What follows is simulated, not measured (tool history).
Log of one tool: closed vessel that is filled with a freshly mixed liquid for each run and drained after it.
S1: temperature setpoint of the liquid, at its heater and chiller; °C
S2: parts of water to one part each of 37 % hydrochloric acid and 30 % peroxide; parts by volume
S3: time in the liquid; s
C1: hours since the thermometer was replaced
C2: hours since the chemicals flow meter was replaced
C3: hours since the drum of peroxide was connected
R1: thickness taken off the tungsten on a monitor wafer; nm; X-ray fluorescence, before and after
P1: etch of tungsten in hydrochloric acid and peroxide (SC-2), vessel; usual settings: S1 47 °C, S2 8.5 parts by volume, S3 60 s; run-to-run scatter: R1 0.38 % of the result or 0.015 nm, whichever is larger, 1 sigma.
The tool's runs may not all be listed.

run,hour,S1,S2,S3,C1,C2,C3,R1
1,4.4,47,8.5,60,392.2,755.3,410.1,12.859
2,11.5,47,12.5,35,399.3,762.4,417.2,5.4195
3,15.4,47,14.5,60,403.2,766.3,421.1,8.2295
4,19.3,47,8.5,110,407.1,770.2,425,23.574
# hour 21.8: thermometer replaced
5,24.3,47,8.5,30,2.5,775.2,430,6.4075
6,28.1,47,4,60,6.3,779,433.8,22.596
7,31.7,47,8.5,60,9.9,782.6,437.4,12.877
8,38.6,55,8.5,60,16.8,789.5,444.3,21.751
9,43.6,37,8.5,60,21.8,794.5,449.3,6.3451
10,47.9,47,8.5,60,26.1,798.8,453.6,12.907
11,51.6,47,8.5,60,29.8,802.5,457.3,12.927
12,55.1,47,8.5,60,33.3,806,460.8,12.863
13,59.6,47,8.5,60,37.8,810.5,465.3,12.494
14,63.1,47,8.5,60,41.3,814,468.8,12.345
15,70.3,47,8.5,60,48.5,821.2,476,12.203
16,75.8,47,8.5,60,54,826.7,481.5,11.995
17,80.9,47,8.5,60,59.1,831.8,486.6,11.894
18,88.5,47,8.5,60,66.7,839.4,494.2,11.815

Run 19 comes next. What will it give?
# hour 93.2: new drum of peroxide connected
19,96.2,47,8.5,60,74.4,847.1,3,?

R1: 11.825 nm

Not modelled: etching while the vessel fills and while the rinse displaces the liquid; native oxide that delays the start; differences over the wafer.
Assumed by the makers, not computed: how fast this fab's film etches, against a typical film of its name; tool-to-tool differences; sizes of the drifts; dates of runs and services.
